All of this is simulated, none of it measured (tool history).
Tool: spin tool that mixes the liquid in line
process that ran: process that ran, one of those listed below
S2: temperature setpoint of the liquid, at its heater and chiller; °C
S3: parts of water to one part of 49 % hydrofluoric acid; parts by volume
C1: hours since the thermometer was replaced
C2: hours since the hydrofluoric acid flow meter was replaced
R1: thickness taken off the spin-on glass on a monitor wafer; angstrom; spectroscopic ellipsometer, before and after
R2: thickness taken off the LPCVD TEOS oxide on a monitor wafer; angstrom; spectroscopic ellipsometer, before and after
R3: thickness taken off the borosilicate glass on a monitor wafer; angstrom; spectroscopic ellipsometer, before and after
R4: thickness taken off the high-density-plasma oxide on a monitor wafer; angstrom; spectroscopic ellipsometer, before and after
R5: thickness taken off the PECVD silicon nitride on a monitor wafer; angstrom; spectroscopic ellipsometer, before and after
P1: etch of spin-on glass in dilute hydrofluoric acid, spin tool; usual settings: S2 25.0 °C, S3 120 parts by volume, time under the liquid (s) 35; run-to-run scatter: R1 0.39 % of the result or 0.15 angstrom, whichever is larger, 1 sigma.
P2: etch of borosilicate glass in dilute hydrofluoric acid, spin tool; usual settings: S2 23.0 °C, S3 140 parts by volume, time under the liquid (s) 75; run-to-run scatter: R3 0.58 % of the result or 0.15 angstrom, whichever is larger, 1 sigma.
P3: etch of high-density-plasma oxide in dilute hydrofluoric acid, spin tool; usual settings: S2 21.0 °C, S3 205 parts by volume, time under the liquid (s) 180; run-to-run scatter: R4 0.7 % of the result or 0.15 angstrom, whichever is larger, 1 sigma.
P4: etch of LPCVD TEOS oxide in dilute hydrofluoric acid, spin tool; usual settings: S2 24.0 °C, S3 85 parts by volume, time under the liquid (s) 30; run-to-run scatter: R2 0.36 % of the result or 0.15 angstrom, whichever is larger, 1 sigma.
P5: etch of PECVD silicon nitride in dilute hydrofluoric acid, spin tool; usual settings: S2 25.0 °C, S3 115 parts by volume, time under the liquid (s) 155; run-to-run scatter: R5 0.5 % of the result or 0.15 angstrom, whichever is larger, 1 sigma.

{"run": 1, "day": 0.429, "process that ran": "P1", "S2": 25.0, "S3": 120, "time under the liquid (s)": 35, "C1": 1817.5, "C2": 690.4, "R1": 104.96}
{"run": 2, "day": 0.962, "process that ran": "P4", "S2": 24.0, "S3": 85, "time under the liquid (s)": 60, "C1": 1830.3, "C2": 703.2, "R2": 387.84}
{"run": 3, "day": 1.533, "process that ran": "P1", "S2": 25.0, "S3": 120, "time under the liquid (s)": 35, "C1": 1844.0, "C2": 716.9, "R1": 104.5}
{"run": 4, "day": 1.938, "process that ran": "P2", "S2": 23.0, "S3": 140, "time under the liquid (s)": 75, "C1": 1853.7, "C2": 726.6, "R3": 222.12}
{"run": 5, "day": 2.267, "process that ran": "P3", "S2": 21.0, "S3": 205, "time under the liquid (s)": 180, "C1": 1861.6, "C2": 734.5, "R4": 34.63}
{"run": 6, "day": 2.729, "process that ran": "P4", "S2": 24.0, "S3": 145, "time under the liquid (s)": 30, "C1": 1872.7, "C2": 745.6, "R2": 105.18}
{"run": 7, "day": 3.092, "process that ran": "P1", "S2": 25.0, "S3": 45, "time under the liquid (s)": 60, "C1": 1881.4, "C2": 754.3, "R1": 526.15}
{"run": 8, "day": 3.646, "process that ran": "P1", "S2": 25.0, "S3": 120, "time under the liquid (s)": 15, "C1": 1894.7, "C2": 767.6, "R1": 44.962}
{"run": 9, "day": 4.217, "process that ran": "P4", "S2": 29.5, "S3": 85, "time under the liquid (s)": 30, "C1": 1908.4, "C2": 781.3, "R2": 240.91}
{"run": 10, "day": 4.767, "process that ran": "P4", "S2": 24.0, "S3": 85, "time under the liquid (s)": 30, "C1": 1921.6, "C2": 794.5, "R2": 192.24}
{"run": 11, "day": 5.192, "process that ran": "P1", "S2": 25.0, "S3": 210, "time under the liquid (s)": 35, "C1": 1931.8, "C2": 804.7, "R1": 54.101}
{"run": 12, "day": 5.883, "process that ran": "P2", "S2": 23.0, "S3": 65, "time under the liquid (s)": 75, "C1": 1948.4, "C2": 821.3, "R3": 524.73}
{"run": 13, "day": 6.425, "process that ran": "P2", "S2": 30.5, "S3": 140, "time under the liquid (s)": 75, "C1": 1961.4, "C2": 834.3, "R3": 288.94}
{"run": 14, "day": 6.971, "process that ran": "P1", "S2": 25.0, "S3": 120, "time under the liquid (s)": 35, "C1": 1974.5, "C2": 847.4, "R1": 105.83}
{"run": 15, "day": 7.604, "process that ran": "P3", "S2": 27.5, "S3": 205, "time under the liquid (s)": 180, "C1": 1989.7, "C2": 862.6, "R4": 44.16}
{"run": 16, "day": 7.933, "process that ran": "P2", "S2": 23.0, "S3": 140, "time under the liquid (s)": 120, "C1": 1997.6, "C2": 870.5, "R3": 352.41}
{"run": 17, "day": 8.338, "process that ran": "P3", "S2": 21.0, "S3": 205, "time under the liquid (s)": 25, "C1": 2007.3, "C2": 880.2, "R4": 4.5409}
{"run": 18, "day": 9.046, "process that ran": "P5", "S2": 32.0, "S3": 115, "time under the liquid (s)": 155, "C1": 2024.3, "C2": 897.2, "R5": 113.27}
{"run": 19, "day": 9.675, "process that ran": "P1", "S2": 29.5, "S3": 120, "time under the liquid (s)": 35, "C1": 2039.4, "C2": 912.3, "R1": 125.13}
{"run": 20, "day": 10.371, "process that ran": "P5", "S2": 25.0, "S3": 175, "time under the liquid (s)": 155, "C1": 2056.1, "C2": 929.0, "R5": 47.794}
{"run": 21, "day": 10.904, "process that ran": "P1", "S2": 25.0, "S3": 120, "time under the liquid (s)": 65, "C1": 2068.9, "C2": 941.8, "R1": 193.72}
{"run": 22, "day": 11.338, "process that ran": "P3", "S2": 21.0, "S3": 290, "time under the liquid (s)": 180, "C1": 2079.3, "C2": 952.2, "R4": 22.288}
{"run": 23, "day": 11.908, "process that ran": "P1", "S2": 25.0, "S3": 120, "time under the liquid (s)": 35, "C1": 2093.0, "C2": 965.9, "R1": 105.34}
{"run": 24, "day": 12.462, "process that ran": "P4", "S2": 24.0, "S3": 85, "time under the liquid (s)": 30, "C1": 2106.3, "C2": 979.2, "R2": 193.24}
{"run": 25, "day": 12.925, "process that ran": "P1", "S2": 25.0, "S3": 120, "time under the liquid (s)": 35, "C1": 2117.4, "C2": 990.3, "R1": 104.99}
{"run": 26, "day": 13.258, "process that ran": "P5", "S2": 25.0, "S3": 115, "time under the liquid (s)": 155, "C1": 2125.4, "C2": 998.3, "R5": 72.896}

Run 27 comes next. What will it give?
{"run": 27, "day": 13.775, "process that ran": "P3", "S2": 21.0, "S3": 205, "time under the liquid (s)": 180, "C1": 2137.8, "C2": 1010.7, "R4": "?"}

{"run 27": {"R4": 34.758}}

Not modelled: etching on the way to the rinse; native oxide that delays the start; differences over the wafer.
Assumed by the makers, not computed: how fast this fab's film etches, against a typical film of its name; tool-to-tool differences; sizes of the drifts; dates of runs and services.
